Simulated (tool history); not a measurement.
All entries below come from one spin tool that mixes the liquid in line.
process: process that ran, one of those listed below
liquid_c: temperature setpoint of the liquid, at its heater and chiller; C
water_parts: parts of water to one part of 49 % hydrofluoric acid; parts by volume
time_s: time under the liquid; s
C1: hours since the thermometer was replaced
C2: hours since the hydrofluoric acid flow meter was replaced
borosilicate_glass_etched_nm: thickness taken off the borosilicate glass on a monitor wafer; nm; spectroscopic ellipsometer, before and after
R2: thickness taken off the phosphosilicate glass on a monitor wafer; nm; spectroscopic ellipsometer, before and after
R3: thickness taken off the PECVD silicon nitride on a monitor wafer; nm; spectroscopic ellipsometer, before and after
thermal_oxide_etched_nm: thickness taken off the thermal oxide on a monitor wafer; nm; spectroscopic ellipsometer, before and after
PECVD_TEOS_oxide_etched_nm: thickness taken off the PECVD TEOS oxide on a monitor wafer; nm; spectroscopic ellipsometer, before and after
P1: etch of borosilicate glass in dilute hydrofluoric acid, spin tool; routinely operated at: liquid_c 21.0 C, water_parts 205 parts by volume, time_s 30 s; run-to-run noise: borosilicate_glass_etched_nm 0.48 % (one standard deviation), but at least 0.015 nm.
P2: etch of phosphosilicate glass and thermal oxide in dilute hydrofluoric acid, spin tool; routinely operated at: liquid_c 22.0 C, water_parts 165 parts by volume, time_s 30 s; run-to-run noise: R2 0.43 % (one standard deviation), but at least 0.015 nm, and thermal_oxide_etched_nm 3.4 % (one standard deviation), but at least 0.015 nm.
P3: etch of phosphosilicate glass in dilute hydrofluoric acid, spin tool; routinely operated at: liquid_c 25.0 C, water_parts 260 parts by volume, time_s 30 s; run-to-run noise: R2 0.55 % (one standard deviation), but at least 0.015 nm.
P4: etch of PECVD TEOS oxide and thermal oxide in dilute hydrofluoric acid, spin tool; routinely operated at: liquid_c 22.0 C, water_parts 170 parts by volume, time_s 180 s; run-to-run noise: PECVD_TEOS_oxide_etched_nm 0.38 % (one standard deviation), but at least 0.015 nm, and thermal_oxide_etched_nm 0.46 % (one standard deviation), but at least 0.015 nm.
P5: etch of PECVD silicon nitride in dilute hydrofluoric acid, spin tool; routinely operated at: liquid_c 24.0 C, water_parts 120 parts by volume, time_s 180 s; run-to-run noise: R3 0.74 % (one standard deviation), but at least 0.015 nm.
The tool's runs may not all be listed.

run 1 hour=13.2 | process=P1 liquid_c=21.0 water_parts=205 time_s=30 | C1=1525.7 C2=119.8 | borosilicate_glass_etched_nm=6.6261
run 2 hour=19.5 | process=P3 liquid_c=21.5 water_parts=260 time_s=30 | C1=1532.0 C2=126.1 | R2=17.578
run 3 hour=25.9 | process=P1 liquid_c=21.0 water_parts=80 time_s=30 | C1=1538.4 C2=132.5 | borosilicate_glass_etched_nm=19.3490
run 4 hour=32.3 | process=P1 liquid_c=21.0 water_parts=205 time_s=15 | C1=1544.8 C2=138.9 | borosilicate_glass_etched_nm=3.3444
run 5 hour=45.4 | process=P1 liquid_c=21.0 water_parts=205 time_s=30 | C1=1557.9 C2=152.0 | borosilicate_glass_etched_nm=6.6338
run 6 hour=51.9 | process=P5 liquid_c=24.0 water_parts=120 time_s=320 | C1=1564.4 C2=158.5 | R3=5.4656
run 7 hour=59.2 | process=P1 liquid_c=21.0 water_parts=205 time_s=55 | C1=1571.7 C2=165.8 | borosilicate_glass_etched_nm=12.2430
run 8 hour=66.5 | process=P1 liquid_c=28.0 water_parts=205 time_s=30 | C1=1579.0 C2=173.1 | borosilicate_glass_etched_nm=8.5554
run 9 hour=76.3 | process=P1 liquid_c=21.0 water_parts=285 time_s=30 | C1=1588.8 C2=182.9 | borosilicate_glass_etched_nm=4.3695
run 10 hour=83.4 | process=P2 liquid_c=22.0 water_parts=165 time_s=15 | C1=1595.9 C2=190.0 | R2=12.499 thermal_oxide_etched_nm=0.35630
run 11 hour=89.5 | process=P3 liquid_c=25.0 water_parts=260 time_s=30 | C1=1602.0 C2=196.1 | R2=19.894
run 12 hour=100.1 | process=P3 liquid_c=25.0 water_parts=165 time_s=30 | C1=1612.6 C2=206.7 | R2=34.613
run 13 hour=108.8 | process=P3 liquid_c=25.0 water_parts=260 time_s=30 | C1=1621.3 C2=215.4 | R2=19.719
run 14 hour=121.3 | process=P1 liquid_c=17.5 water_parts=85 time_s=30 | C1=1633.8 C2=227.9 | borosilicate_glass_etched_nm=15.6830
run 15 hour=133.6 | process=P2 liquid_c=22.0 water_parts=165 time_s=30 | C1=1646.1 C2=240.2 | R2=25.033 thermal_oxide_etched_nm=0.77163
run 16 hour=140.1 | process=P5 liquid_c=24.0 water_parts=35 time_s=180 | C1=1652.6 C2=246.7 | R3=10.1540
run 17 hour=149.0 | process=P3 liquid_c=25.0 water_parts=260 time_s=60 | C1=1661.5 C2=255.6 | R2=39.525
run 18 hour=157.7 | process=P2 liquid_c=28.5 water_parts=165 time_s=30 | C1=1670.2 C2=264.3 | R2=31.427 thermal_oxide_etched_nm=0.92879
run 19 hour=166.4 | process=P4 liquid_c=22.0 water_parts=170 time_s=15 | C1=1678.9 C2=273.0 | thermal_oxide_etched_nm=0.37964 PECVD_TEOS_oxide_etched_nm=0.62397
run 20 hour=175.7 | process=P1 liquid_c=17.0 water_parts=205 time_s=30 | C1=1688.2 C2=282.3 | borosilicate_glass_etched_nm=5.6667
run 21 hour=183.6 | process=P1 liquid_c=21.0 water_parts=205 time_s=30 | C1=1696.1 C2=290.2 | borosilicate_glass_etched_nm=6.5680
run 22 hour=192.7 | process=P4 liquid_c=17.0 water_parts=170 time_s=180 | C1=1705.2 C2=299.3 | thermal_oxide_etched_nm=3.79590 PECVD_TEOS_oxide_etched_nm=6.39940
run 23 hour=200.0 | process=P4 liquid_c=22.0 water_parts=235 time_s=180 | C1=1712.5 C2=306.6 | thermal_oxide_etched_nm=3.12500 PECVD_TEOS_oxide_etched_nm=5.28600
run 24 hour=208.5 | process=P1 liquid_c=21.0 water_parts=205 time_s=30 | C1=1721.0 C2=315.1 | borosilicate_glass_etched_nm=6.5774
run 25 hour=215.7 | process=P2 liquid_c=22.0 water_parts=300 time_s=30 | C1=1728.2 C2=322.3 | R2=11.907 thermal_oxide_etched_nm=0.37628
run 26 hour=224.0 | process=P1 liquid_c=26.5 water_parts=55 time_s=30 | C1=1736.5 C2=330.6 | borosilicate_glass_etched_nm=36.3130
run 27 hour=230.4 | process=P1 liquid_c=21.0 water_parts=205 time_s=30 | C1=1742.9 C2=337.0 | borosilicate_glass_etched_nm=6.6437
run 28 hour=240.3 | process=P2 liquid_c=22.0 water_parts=165 time_s=30 | C1=1752.8 C2=346.9 | R2=24.872 thermal_oxide_etched_nm=0.70604
run 29 hour=250.9 | process=P5 liquid_c=24.0 water_parts=120 time_s=180 | C1=1763.4 C2=357.5 | R3=2.9964
run 30 hour=258.4 | process=P5 liquid_c=30.5 water_parts=120 time_s=180 | C1=1770.9 C2=365.0 | R3=4.6827
run 31 hour=265.2 | process=P4 liquid_c=22.0 water_parts=170 time_s=180 | C1=1777.7 C2=371.8 | thermal_oxide_etched_nm=4.59020 PECVD_TEOS_oxide_etched_nm=7.81250
run 32 hour=275.4 | process=P1 liquid_c=21.0 water_parts=205 time_s=30 | C1=1787.9 C2=382.0 | borosilicate_glass_etched_nm=6.6099
run 33 hour=287.3 | process=P1 liquid_c=21.0 water_parts=205 time_s=30 | C1=1799.8 C2=393.9 | borosilicate_glass_etched_nm=6.6401
run 34 hour=298.1 | process=P1 liquid_c=21.0 water_parts=205 time_s=30 | C1=1810.6 C2=404.7 | borosilicate_glass_etched_nm=6.3909
run 35 hour=306.5 | process=P1 liquid_c=21.0 water_parts=205 time_s=30 | C1=1819.0 C2=413.1 | borosilicate_glass_etched_nm=6.3019
run 36 hour=318.4 | process=P1 liquid_c=21.0 water_parts=205 time_s=30 | C1=1830.9 C2=425.0 | borosilicate_glass_etched_nm=6.2160
run 37 hour=328.9 | process=P1 liquid_c=21.0 water_parts=205 time_s=30 | C1=1841.4 C2=435.5 | borosilicate_glass_etched_nm=6.1298
run 38 hour=338.5 | process=P1 liquid_c=21.0 water_parts=205 time_s=30 | C1=1851.0 C2=445.1 | borosilicate_glass_etched_nm=6.0998
run 39 hour=350.1 | process=P1 liquid_c=21.0 water_parts=205 time_s=30 | C1=1862.6 C2=456.7 | borosilicate_glass_etched_nm=6.0871
run 40 hour=358.2 | process=P1 liquid_c=21.0 water_parts=205 time_s=30 | C1=1870.7 C2=464.8 | borosilicate_glass_etched_nm=6.0767
run 41 hour=364.4 | process=P1 liquid_c=21.0 water_parts=205 time_s=30 | C1=1876.9 C2=471.0 | borosilicate_glass_etched_nm=6.0068
run 42 hour=371.3 | process=P1 liquid_c=21.0 water_parts=205 time_s=30 | C1=1883.8 C2=477.9 | borosilicate_glass_etched_nm=6.0857
run 43 hour=383.9 | process=P1 liquid_c=21.0 water_parts=205 time_s=30 | C1=1896.4 C2=490.5 | borosilicate_glass_etched_nm=6.0487
run 44 hour=391.6 | process=P1 liquid_c=21.0 water_parts=205 time_s=30 | C1=1904.1 C2=498.2 | borosilicate_glass_etched_nm=6.0383

P1 no longer gives what it gave before; its output has crept away from where it was. The following 2 causes, each at its listed size, fit the log equally well:
A: hydrofluoric acid flow below the setpoint (%) = 7.31
B: liquid colder than its thermometer reads (K) = 2.39
Onset of the creep was near hour 287.3.

Of the 4 check runs listed below, each run on one wafer and each result written as a question mark, which would let you distinguish the listed causes because they would give clearly different results?
run check 1 hour=399.3 | process=P2 liquid_c=22.0 water_parts=165 time_s=30 | R2=? thermal_oxide_etched_nm=?
run check 2 hour=399.3 | process=P3 liquid_c=25.0 water_parts=260 time_s=30 | R2=?
run check 3 hour=399.3 | process=P5 liquid_c=24.0 water_parts=120 time_s=180 | R3=?
run check 4 hour=399.3 | process=P4 liquid_c=22.0 water_parts=170 time_s=180 | thermal_oxide_etched_nm=? PECVD_TEOS_oxide_etched_nm=?

What each check would give under each cause:
check=check_1 result=R2 if_A=22.733 if_B=22.648
check=check_1 result=thermal_oxide_etched_nm if_A=0.66581 if_B=0.66331
check=check_2 result=R2 if_A=17.965 if_B=18.174
check=check_3 result=R3 if_A=2.8100 if_B=2.5869
check=check_4 result=thermal_oxide_etched_nm if_A=4.23680 if_B=4.22360
check=check_4 result=PECVD_TEOS_oxide_etched_nm if_A=7.14520 if_B=7.12300
Separation of the two closest causes in each check, using whichever result separates them best: check 1 0.38 %; check 2 1.16 %; check 3 8.27 %; check 4 0.31 %
Check 3 is the one run that separates the causes; every other check would come out nearly the same whichever cause is at work.

With check 3 done, the readings were: R3 2.5854 nm. Identify which of the listed causes applies.

The cause is B: liquid colder than its thermometer reads (K).
